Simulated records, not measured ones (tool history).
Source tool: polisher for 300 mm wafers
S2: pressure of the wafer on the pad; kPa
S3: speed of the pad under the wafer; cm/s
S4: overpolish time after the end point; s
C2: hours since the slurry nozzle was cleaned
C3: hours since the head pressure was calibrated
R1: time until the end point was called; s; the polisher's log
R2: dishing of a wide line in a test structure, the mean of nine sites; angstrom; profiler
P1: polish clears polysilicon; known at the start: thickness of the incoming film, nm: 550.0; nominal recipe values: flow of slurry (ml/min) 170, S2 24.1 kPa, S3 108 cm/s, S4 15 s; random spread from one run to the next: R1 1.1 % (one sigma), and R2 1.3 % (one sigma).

Run 1, hour 6.0: flow of slurry (ml/min) 170, S2 24.1 kPa, S3 108 cm/s, S4 15 s; wafers polished on this pad 566; C2 246.9; C3 222.9. Result: R1 32.800 s, R2 456.75 angstrom.
Run 2, hour 12.4: flow of slurry (ml/min) 170, S2 24.1 kPa, S3 108 cm/s, S4 6 s; wafers polished on this pad 637; C2 253.3; C3 229.3. Result: R1 33.063 s, R2 401.38 angstrom.
Run 3, hour 19.8: flow of slurry (ml/min) 170, S2 24.1 kPa, S3 108 cm/s, S4 15 s; wafers polished on this pad 719; C2 260.7; C3 236.7. Result: R1 33.621 s, R2 464.95 angstrom.
Run 4, hour 25.5: flow of slurry (ml/min) 170, S2 24.1 kPa, S3 108 cm/s, S4 15 s; wafers polished on this pad 783; C2 266.4; C3 242.4. Result: R1 33.686 s, R2 464.57 angstrom.
Run 5, hour 29.3: flow of slurry (ml/min) 100, S2 24.1 kPa, S3 108 cm/s, S4 15 s; wafers polished on this pad 825; C2 270.2; C3 246.2. Result: R1 36.912 s, R2 460.62 angstrom.
Run 6, hour 33.5: flow of slurry (ml/min) 170, S2 24.1 kPa, S3 108 cm/s, S4 15 s; wafers polished on this pad 872; C2 274.4; C3 250.4. Result: R1 33.213 s, R2 455.58 angstrom.
Run 7, hour 39.1: flow of slurry (ml/min) 170, S2 24.1 kPa, S3 108 cm/s, S4 15 s; wafers polished on this pad 934; C2 280.0; C3 256.0. Result: R1 33.724 s, R2 460.30 angstrom.
Run 8, hour 46.2: flow of slurry (ml/min) 170, S2 13.1 kPa, S3 108 cm/s, S4 15 s; wafers polished on this pad 1013; C2 287.1; C3 263.1. Result: R1 61.971 s, R2 434.82 angstrom.
Run 9, hour 53.7: flow of slurry (ml/min) 170, S2 24.1 kPa, S3 76 cm/s, S4 15 s; wafers polished on this pad 1096; C2 294.6; C3 270.6. Result: R1 47.062 s, R2 448.16 angstrom.
Run 10, hour 58.4: flow of slurry (ml/min) 170, S2 24.1 kPa, S3 108 cm/s, S4 22 s; wafers polished on this pad 1148; C2 299.3; C3 275.3. Result: R1 32.836 s, R2 472.04 angstrom.
Run 11, hour 65.5: flow of slurry (ml/min) 170, S2 24.1 kPa, S3 108 cm/s, S4 15 s; wafers polished on this pad 1227; C2 306.4; C3 282.4. Result: R1 33.136 s, R2 462.50 angstrom.
Run 12, hour 70.6: flow of slurry (ml/min) 270, S2 24.1 kPa, S3 108 cm/s, S4 15 s; wafers polished on this pad 1284; C2 311.5; C3 287.5. Result: R1 31.133 s, R2 473.46 angstrom.
Run 13, hour 78.0: flow of slurry (ml/min) 170, S2 32.4 kPa, S3 108 cm/s, S4 15 s; wafers polished on this pad 1366; C2 318.9; C3 294.9. Result: R1 24.874 s, R2 468.21 angstrom.
Run 14, hour 84.9: flow of slurry (ml/min) 170, S2 24.1 kPa, S3 160 cm/s, S4 15 s; wafers polished on this pad 1443; C2 325.8; C3 301.8. Result: R1 22.352 s, R2 466.63 angstrom.
Run 15, hour 91.2: flow of slurry (ml/min) 130, S2 24.1 kPa, S3 108 cm/s, S4 7 s; wafers polished on this pad 1513; C2 332.1; C3 308.1. Result: R1 34.738 s, R2 415.77 angstrom.
Run 16, hour 98.3: flow of slurry (ml/min) 170, S2 24.1 kPa, S3 108 cm/s, S4 15 s; wafers polished on this pad 1592; C2 339.2; C3 315.2. Result: R1 33.020 s, R2 464.58 angstrom.
Run 17, hour 104.1: flow of slurry (ml/min) 215, S2 24.1 kPa, S3 108 cm/s, S4 22 s; wafers polished on this pad 1656; C2 345.0; C3 321.0. Result: R1 31.530 s, R2 462.72 angstrom.
Run 18, hour 108.3: flow of slurry (ml/min) 170, S2 11.7 kPa, S3 166 cm/s, S4 15 s; wafers polished on this pad 1703; C2 349.2; C3 325.2. Result: R1 44.563 s, R2 448.79 angstrom.

What will run 19 give?
Run 19, hour 112.1: flow of slurry (ml/min) 170, S2 24.1 kPa, S3 108 cm/s, S4 15 s; wafers polished on this pad 1745; C2 353.0; C3 329.0. Result: R1 ?, R2 ?.

R1: 33.617 s
R2: 459.87 angstrom
